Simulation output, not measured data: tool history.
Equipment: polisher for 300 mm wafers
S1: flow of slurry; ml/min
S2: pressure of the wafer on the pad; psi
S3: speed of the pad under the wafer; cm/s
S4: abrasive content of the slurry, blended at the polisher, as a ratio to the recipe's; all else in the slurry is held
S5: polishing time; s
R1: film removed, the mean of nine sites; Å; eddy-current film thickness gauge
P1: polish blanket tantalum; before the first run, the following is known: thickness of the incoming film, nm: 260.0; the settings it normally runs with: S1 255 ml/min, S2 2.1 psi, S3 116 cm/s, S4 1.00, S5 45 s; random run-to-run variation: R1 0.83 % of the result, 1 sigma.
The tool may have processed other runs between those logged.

run    day   S1   S2   S3    S4  S5       R1
  1  0.325  255  2.1  116  1.00  45   897.81
  2  0.567  255  2.1  116  1.00  57  1133.00
  3  0.850  255  2.1  116  1.00  45   908.69
  4  1.125  255  2.1  116  0.55  45   724.33
  5  1.475  175  2.1  116  1.00  45   866.34
  6  1.817  255  3.2  116  1.00  45  1355.70
  7  2.150  255  1.1  116  1.00  45   478.68
  8  2.383  255  2.1  116  1.00  45   880.39
  9  2.579  255  2.1  116  1.40  45   968.01
 10  2.825  255  2.1  116  1.00  20   398.97
 11  3.108  385  2.1  116  1.00  45   926.04
 12  3.446  255  2.1  180  1.00  45  1386.20

The next listed run, before its measurement:
 13  3.808  255  2.1  116  1.00  45   ?

R1: 897.95 Å

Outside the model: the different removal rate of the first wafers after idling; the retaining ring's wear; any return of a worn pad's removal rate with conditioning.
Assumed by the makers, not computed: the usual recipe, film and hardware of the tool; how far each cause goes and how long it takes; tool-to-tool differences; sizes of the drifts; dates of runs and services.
